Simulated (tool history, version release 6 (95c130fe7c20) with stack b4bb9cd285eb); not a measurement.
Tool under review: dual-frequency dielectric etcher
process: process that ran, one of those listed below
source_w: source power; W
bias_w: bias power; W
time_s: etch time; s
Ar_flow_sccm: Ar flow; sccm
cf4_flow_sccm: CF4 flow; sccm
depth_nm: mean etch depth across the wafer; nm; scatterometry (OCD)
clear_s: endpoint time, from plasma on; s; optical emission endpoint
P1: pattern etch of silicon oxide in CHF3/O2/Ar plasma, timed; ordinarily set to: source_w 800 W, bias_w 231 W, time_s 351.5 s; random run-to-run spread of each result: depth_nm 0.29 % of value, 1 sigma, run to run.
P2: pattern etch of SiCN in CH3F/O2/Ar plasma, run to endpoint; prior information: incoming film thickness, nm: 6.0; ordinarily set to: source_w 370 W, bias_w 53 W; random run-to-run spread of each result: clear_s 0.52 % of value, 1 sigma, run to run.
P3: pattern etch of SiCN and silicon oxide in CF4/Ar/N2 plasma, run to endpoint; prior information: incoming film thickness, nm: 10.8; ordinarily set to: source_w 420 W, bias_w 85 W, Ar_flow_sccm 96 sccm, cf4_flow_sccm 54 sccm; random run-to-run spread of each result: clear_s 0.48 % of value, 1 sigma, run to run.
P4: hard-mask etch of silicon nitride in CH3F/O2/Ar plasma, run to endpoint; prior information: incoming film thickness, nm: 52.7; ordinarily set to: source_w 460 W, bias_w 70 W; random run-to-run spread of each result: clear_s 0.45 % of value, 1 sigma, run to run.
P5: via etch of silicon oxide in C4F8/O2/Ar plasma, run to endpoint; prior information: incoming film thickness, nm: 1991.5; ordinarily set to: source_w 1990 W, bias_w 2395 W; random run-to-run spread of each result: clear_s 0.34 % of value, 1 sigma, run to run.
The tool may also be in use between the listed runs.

run   hour  process  source_w  bias_w  time_s  Ar_flow_sccm  cf4_flow_sccm  hours since the last wet clean  hours since the last source power generator calibration  hours since the last bias power generator calibration  depth_nm  clear_s
  1    2.4       P1       800     231   351.5                                                         85.3                                                   2933.1                                                  357.5    868.88
  2    6.1       P5      1990    2395                                                                   89                                                   2936.8                                                  361.2             374.58
  3   10.4       P1       800     286   351.5                                                         93.3                                                   2941.1                                                  365.5    933.89
  4   13.3       P5      2820    2395                                                                 96.2                                                     2944                                                  368.4             324.68
  5   18.2       P1       800     183   351.5                                                        101.1                                                   2948.9                                                  373.3       803
  6   21.4       P5      1990    1649                                                                104.3                                                   2952.1                                                  376.5             417.71
  7   24.6       P1       800     231   351.5                                                        107.5                                                   2955.3                                                  379.7    868.08
  8   27.3       P3       280      85                    96             54                           110.2                                                     2958                                                  382.4             19.074
  9   30.3       P3       420      53                    96             54                           113.2                                                     2961                                                  385.4             15.713
 10   34.5       P2       370      34                                                                117.4                                                   2965.2                                                  389.6             20.117
 11     38       P1      1000     140   351.5                                                        120.9                                                   2968.7                                                  393.1     803.4
 12   41.5       P1       800     231   193.5                                                        124.4                                                   2972.2                                                  396.6    478.68
 13   46.5       P4       460      70                                                                129.4                                                   2977.2                                                  401.6             72.608
 14   51.1       P2       370      53                                                                  134                                                   2981.8                                                  406.2             17.798
      52.8  -- wet clean of the chamber
 15   56.2       P3       420      85                    96             75                             3.5                                                   2986.9                                                  411.3             12.702
 16   61.3       P2       250      53                                                                  8.6                                                     2992                                                  416.4             20.623
 17   65.2       P5      1990    2395                                                                 12.5                                                   2995.9                                                  420.3             373.82
 18   68.6       P3       420      85                    77             54                            15.9                                                   2999.3                                                  423.7             12.882
 19   71.6       P4       460      45                                                                 18.9                                                   3002.3                                                  426.7             84.002
 20   75.5       P1       800     231   351.5                                                         22.8                                                   3006.2                                                  430.6    869.91
 21   78.1       P1      1010     231   351.5                                                         25.4                                                   3008.8                                                  433.2     948.5
 22   81.9       P1       800     231   351.5                                                         29.2                                                   3012.6                                                    437     868.4
 23   86.9       P1       800     163   445.5                                                         34.2                                                   3017.6                                                    442    976.51
 24   91.8       P3       420      85                    96             54                            39.1                                                   3022.5                                                  446.9             13.311
 25   95.6       P4       270      70                                                                 42.9                                                   3026.3                                                  450.7             88.953
 26   99.7       P4       460      70                                                                   47                                                   3030.4                                                  454.8              72.92
 27  104.9       P1       800     231   351.5                                                         52.2                                                   3035.6                                                    460    867.85
 28  108.6       P3       420      85                    96             54                            55.9                                                   3039.3                                                  463.7             13.342
 29  112.9       P1       640     231   351.5                                                         60.2                                                   3043.6                                                    468    796.28
 30  115.3       P2       370      53                                                                 62.6                                                     3046                                                  470.4             17.758
 31  120.1       P1       800     231     512                                                         67.4                                                   3050.8                                                  475.2    1259.2
 32  123.7       P1       800     231   351.5                                                           71                                                   3054.4                                                  478.8    864.17
 33    129       P1       800     231   351.5                                                         76.3                                                   3059.7                                                  484.1    859.85
 34  132.8       P1       800     231   351.5                                                         80.1                                                   3063.5                                                  487.9    861.23
 35  135.9       P1       800     231   351.5                                                         83.2                                                   3066.6                                                    491    860.72
       140  -- wet clean of the chamber
 36    140       P1       800     231   351.5                                                            0                                                   3070.7                                                  495.1     860.9
 37  144.8       P1       800     231   351.5                                                          4.8                                                   3075.5                                                  499.9    853.75
 38  149.4       P1       800     231   351.5                                                          9.4                                                   3080.1                                                  504.5    854.13
 39  153.6       P1       800     231   351.5                                                         13.6                                                   3084.3                                                  508.7    854.72
 40  156.4       P1       800     231   351.5                                                         16.4                                                   3087.1                                                  511.5     851.9
 41  160.4       P1       800     231   351.5                                                         20.4                                                   3091.1                                                  515.5    853.18
 42  163.9       P1       800     231   351.5                                                         23.9                                                   3094.6                                                    519    854.52

P1 no longer gives what it gave before; its output has crept away from where it was. The following 2 causes, each at its listed size, fit the log equally well:
A: bias power that arrives under what is set, % = 4.3
B: source power that arrives under what is set, % = 3.92
The drift started at roughly hour 123.7.
Why every other cause is out:
chamber walls in a state that lowers the etch rate, %: its service at hour 140 followed the start of the drift and did not put the process back to its old value

4 check runs are offered, each on 3 wafers whose results are averaged, their results left as question marks. Which one tells the causes apart?
check 1  167.4       P4       280      70                                                                                                                                                                                                       ?
check 2  167.4       P3       300      54                    96             54                                                                                                                                                                  ?
check 3  167.4       P5      2570    1658                                                                                                                                                                                                       ?
check 4  167.4       P2       260      42                                                                                                                                                                                                       ?

Predicted outcomes, by check and by cause:
  check   result    if A    if B
check 1  clear_s  89.295  89.273
check 2  clear_s  21.189  21.627
check 3  clear_s  378.37  380.08
check 4  clear_s  22.258  22.289
Separation of the two closest causes in each check, using whichever result separates them best: check 1 0.02 %; check 2 2.05 %; check 3 0.45 %; check 4 0.14 %
Only in check 2 would the causes give clearly different results; in the remaining checks their results would be nearly the same.

After running check 2, the following was obtained: clear_s 21.228 s. Which cause does this point to?

It is A: bias power that arrives under what is set, %.

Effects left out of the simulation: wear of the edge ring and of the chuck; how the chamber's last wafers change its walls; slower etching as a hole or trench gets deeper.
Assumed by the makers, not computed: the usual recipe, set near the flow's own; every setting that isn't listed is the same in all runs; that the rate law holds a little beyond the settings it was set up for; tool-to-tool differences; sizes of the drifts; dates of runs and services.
